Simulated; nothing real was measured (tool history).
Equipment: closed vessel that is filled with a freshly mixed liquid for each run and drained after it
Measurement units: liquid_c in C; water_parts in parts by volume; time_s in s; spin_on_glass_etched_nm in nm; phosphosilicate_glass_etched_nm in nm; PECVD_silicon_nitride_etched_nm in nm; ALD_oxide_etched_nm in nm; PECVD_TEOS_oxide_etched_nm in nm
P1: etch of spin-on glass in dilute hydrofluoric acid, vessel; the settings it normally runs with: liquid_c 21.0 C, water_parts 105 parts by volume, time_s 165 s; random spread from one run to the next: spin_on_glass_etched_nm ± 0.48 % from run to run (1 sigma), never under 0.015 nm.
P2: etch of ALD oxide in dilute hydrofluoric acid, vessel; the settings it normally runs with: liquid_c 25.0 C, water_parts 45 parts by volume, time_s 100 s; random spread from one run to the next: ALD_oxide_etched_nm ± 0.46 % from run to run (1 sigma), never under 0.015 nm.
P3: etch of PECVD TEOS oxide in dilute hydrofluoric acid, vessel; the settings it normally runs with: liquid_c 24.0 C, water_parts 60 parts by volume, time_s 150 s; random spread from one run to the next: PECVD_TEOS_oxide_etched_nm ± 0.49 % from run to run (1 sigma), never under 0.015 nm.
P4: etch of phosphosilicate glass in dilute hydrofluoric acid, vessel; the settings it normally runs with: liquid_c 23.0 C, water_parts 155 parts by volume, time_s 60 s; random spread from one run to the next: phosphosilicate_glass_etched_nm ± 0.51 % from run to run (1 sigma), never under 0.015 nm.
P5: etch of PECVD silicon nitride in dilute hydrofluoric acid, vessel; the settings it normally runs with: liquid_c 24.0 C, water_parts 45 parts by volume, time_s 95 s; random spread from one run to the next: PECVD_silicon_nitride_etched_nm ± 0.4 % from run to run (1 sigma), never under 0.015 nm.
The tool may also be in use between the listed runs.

run   hour  process  liquid_c  water_parts  time_s  hours since the thermometer was replaced  hours since the hydrofluoric acid flow meter was replaced  spin_on_glass_etched_nm  phosphosilicate_glass_etched_nm  PECVD_silicon_nitride_etched_nm  ALD_oxide_etched_nm  PECVD_TEOS_oxide_etched_nm
  1    7.2       P1      21.0          105     165                                    2132.0                                                      115.2                  28.3320
  2   17.5       P1      21.0          105     165                                    2142.3                                                      125.5                  28.6030
  3   26.5       P4      23.0          155      60                                    2151.3                                                      134.5                                                    68.486
  4   37.5       P4      23.0          230      60                                    2162.3                                                      145.5                                                    42.149
  5   46.2       P5      24.0           20      95                                    2171.0                                                      154.2                                                                                    13.9040
  6   53.7       P1      21.0          105      90                                    2178.5                                                      161.7                  15.5070
  7   60.5       P1      21.0          105     165                                    2185.3                                                      168.5                  28.2060
      70.6  -- thermometer replaced
  8   72.3       P1      21.0           25     165                                       1.7                                                      180.3                 131.9800
  9   82.9       P4      27.5          155      60                                      12.3                                                      190.9                                                    82.059
 10   90.5       P5      24.0           45      95                                      19.9                                                      198.5                                                                                     6.3495
 11   96.5       P1      17.0          105     165                                      25.9                                                      204.5                  23.8710
 12  102.3       P2      25.0           45     100                                      31.7                                                      210.3                                                                                                          42.473
 13  111.3       P2      31.5           45     100                                      40.7                                                      219.3                                                                                                          55.164
 14  117.3       P3      24.0           60      30                                      46.7                                                      225.3                                                                                                                                      4.6028
 15  128.5       P2      25.0           45     160                                      57.9                                                      236.5                                                                                                          68.335
 16  134.3       P1      21.0          180      50                                      63.7                                                      242.3                   4.6772
 17  141.1       P3      24.0           60     150                                      70.5                                                      249.1                                                                                                                                     23.2940
 18  151.4       P5      30.5           45      95                                      80.8                                                      259.4                                                                                     9.7833
 19  157.0       P1      25.0           40     165                                      86.4                                                      265.0                  95.5360
 20  162.3       P1      21.0          105     165                                      91.7                                                      270.3                  28.4200
 21  171.9       P1      21.0          105     240                                     101.3                                                      279.9                  41.3080
 22  180.4       P1      27.5          105      70                                     109.8                                                      288.4                  15.4300
 23  187.2       P2      25.0           20     100                                     116.6                                                      295.2                                                                                                          98.997
 24  198.1       P1      21.0          105     165                                     127.5                                                      306.1                  28.5980
 25  206.4       P3      24.0           20     150                                     135.8                                                      314.4                                                                                                                                     74.7950
 26  216.4       P1      21.0          105     165                                     145.8                                                      324.4                  28.3250
 27  221.9       P5      24.0           45      30                                     151.3                                                      329.9                                                                                     2.0047

For run 28, what comes out?
 28  231.0       P1      29.0          105     165                                     160.4                                                      339.0                        ?

spin_on_glass_etched_nm: 38.7820 nm
